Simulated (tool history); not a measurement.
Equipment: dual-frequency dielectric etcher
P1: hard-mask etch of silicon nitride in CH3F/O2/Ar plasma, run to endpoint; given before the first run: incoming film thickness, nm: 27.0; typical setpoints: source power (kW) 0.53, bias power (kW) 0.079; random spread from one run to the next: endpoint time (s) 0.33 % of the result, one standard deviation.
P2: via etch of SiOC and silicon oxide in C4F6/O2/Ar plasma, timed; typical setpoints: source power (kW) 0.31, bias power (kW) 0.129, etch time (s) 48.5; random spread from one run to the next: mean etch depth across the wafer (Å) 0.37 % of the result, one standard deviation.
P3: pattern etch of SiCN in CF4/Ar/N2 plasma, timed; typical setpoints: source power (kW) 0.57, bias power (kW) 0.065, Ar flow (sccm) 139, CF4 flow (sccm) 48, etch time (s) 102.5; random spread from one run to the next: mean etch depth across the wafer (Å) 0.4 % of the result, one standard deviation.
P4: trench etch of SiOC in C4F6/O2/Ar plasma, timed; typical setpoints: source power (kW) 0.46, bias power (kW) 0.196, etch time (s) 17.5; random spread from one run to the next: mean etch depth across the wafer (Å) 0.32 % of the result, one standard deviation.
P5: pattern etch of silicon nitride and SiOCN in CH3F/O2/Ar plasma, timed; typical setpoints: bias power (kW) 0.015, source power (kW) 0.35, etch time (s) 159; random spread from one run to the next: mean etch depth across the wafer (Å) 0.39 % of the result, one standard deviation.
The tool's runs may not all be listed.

run,day,process that ran,source power (kW),bias power (kW),etch time (s),Ar flow (sccm),CF4 flow (sccm),hours since the last wet clean,hours since the last source power generator calibration,hours since the last bias power generator calibration,endpoint time (s),mean etch depth across the wafer (Å)
1,0.121,P1,0.53,0.079,,,,52.7,3133,1136.4,34.837,
2,0.317,P4,0.36,0.196,17.5,,,57.4,3137.7,1141.1,,360.06
3,0.512,P3,0.57,0.065,102.5,139,48,62.1,3142.4,1145.8,,939.74
4,0.738,P4,0.46,0.137,17.5,,,67.5,3147.8,1151.2,,353.58
5,0.896,P4,0.46,0.196,17.5,,,71.3,3151.6,1155,,395.75
6,1.088,P1,0.53,0.057,,,,75.9,3156.2,1159.6,38.472,
7,1.212,P5,0.5,0.015,159,,,78.9,3159.2,1162.6,,197.49
8,1.354,P1,0.43,0.096,,,,82.3,3162.6,1166,34.753,
9,1.5,P5,0.35,0.015,195,,,85.8,3166.1,1169.5,,211.27
10,1.712,P1,0.53,0.079,,,,90.9,3171.2,1174.6,34.648,
11,1.929,P1,0.53,0.079,,,,96.1,3176.4,1179.8,34.673,
12,2.046,P1,0.74,0.079,,,,98.9,3179.2,1182.6,30.449,
13,2.196,P2,0.44,0.129,48.5,,,102.5,3182.8,1186.2,,497.86
14,2.342,P5,0.35,0.015,159,,,106,3186.3,1189.7,,172.69
15,2.554,P3,0.57,0.065,102.5,139,48,111.1,3191.4,1194.8,,937.96
16,2.688,P2,0.31,0.129,48.5,,,114.3,3194.6,1198,,433.41
17,2.933,P1,0.53,0.102,,,,120.2,3200.5,1203.9,31.48,
18,3.121,P3,0.57,0.065,56.5,139,48,124.7,3205,1208.4,,516.32
19,3.375,P1,0.53,0.079,,,,130.8,3211.1,1214.5,34.683,
20,3.621,P3,0.57,0.065,102.5,139,33,136.7,3217,1220.4,,877.51
21,3.792,P3,0.57,0.065,102.5,83,48,140.8,3221.1,1224.5,,1020.5
22,3.925,P3,0.78,0.065,102.5,139,48,144,3224.3,1227.7,,1234.9
23,4.038,P5,0.35,0.015,159,,,146.7,3227,1230.4,,172.2
24,4.262,P2,0.31,0.129,48.5,,,152.1,3232.4,1235.8,,437.03
25,4.412,P1,0.4,0.079,,,,155.7,3236,1239.4,38.489,
26,4.525,P5,0.35,0.02,159,,,158.4,3238.7,1242.1,,195.71
27,4.662,P4,0.46,0.196,10.5,,,161.7,3242,1245.4,,237.84
28,4.921,P3,0.57,0.041,102.5,139,48,167.9,3248.2,1251.6,,793.96
29,5.067,P2,0.31,0.079,48.5,,,171.4,3251.7,1255.1,,379.05
30,5.25,P2,0.31,0.129,34,,,175.8,3256.1,1259.5,,303.44
31,5.438,P1,0.53,0.079,,,,180.3,3260.6,1264,34.582,
32,5.604,P1,0.53,0.079,,,,184.3,3264.6,1268,34.692,
33,5.746,P1,0.53,0.079,,,,187.7,3268,1271.4,34.447,
34,5.921,P1,0.53,0.079,,,,191.9,3272.2,1275.6,34.395,
35,6.054,P1,0.53,0.079,,,,195.1,3275.4,1278.8,34.101,
36,6.188,P1,0.53,0.079,,,,198.3,3278.6,1282,34.247,
37,6.408,P1,0.53,0.079,,,,203.6,3283.9,1287.3,34.007,
# day 6.488: wet clean of the chamber
38,6.612,P1,0.53,0.079,,,,3,3288.8,1292.2,34.142,
39,6.783,P1,0.53,0.079,,,,7.1,3292.9,1296.3,34.083,
40,7.004,P1,0.53,0.079,,,,12.4,3298.2,1301.6,34.022,
41,7.204,P1,0.53,0.079,,,,17.2,3303,1306.4,33.696,
42,7.375,P1,0.53,0.079,,,,21.3,3307.1,1310.5,34.01,

What P1 gives has crept off from where it sat before. The 2 causes that follow fit the log equally well, each at the size noted:
A: source power that arrives over what is set, % = 4.49
B: bias power that arrives over what is set, % = 4.96
Creep in the process output first set in at about day 5.604.
Ruled out, with reasons:
chamber walls in a state that raises the etch rate, %: serviced after onset, at day 6.488, with no recovery of the prior output

Consider the 4 check runs below, whose results appear as question marks and each of which averages 2 wafers. Which one distinguishes the causes, in that each cause would give it a clearly different result?
check 1,7.546,P3,0.57,0.065,58.5,85,48,,,,,?
check 2,7.546,P5,0.49,0.015,159,,,,,,,?
check 3,7.546,P2,0.43,0.129,39,,,,,,,?
check 4,7.546,P4,0.46,0.137,14,,,,,,,?

What every check run would give for each of its results, assuming each possible cause in turn:
check,result,if A,if B
check 1,mean etch depth across the wafer (Å),606.86,593.77
check 2,mean etch depth across the wafer (Å),198.17,198.84
check 3,mean etch depth across the wafer (Å),404.08,402.89
check 4,mean etch depth across the wafer (Å),289.35,288.44
Per-check spread between the two closest causes, in the result where they differ most: check 1 2.18 %; check 2 0.34 %; check 3 0.3 %; check 4 0.31 %
Check 1 distinguishes between the causes, while the remaining checks would return nearly the same result for all of them.

Here is what check 1 returned: mean etch depth across the wafer (Å) 590.72. Which cause is it?

B is the cause: bias power that arrives over what is set, %.
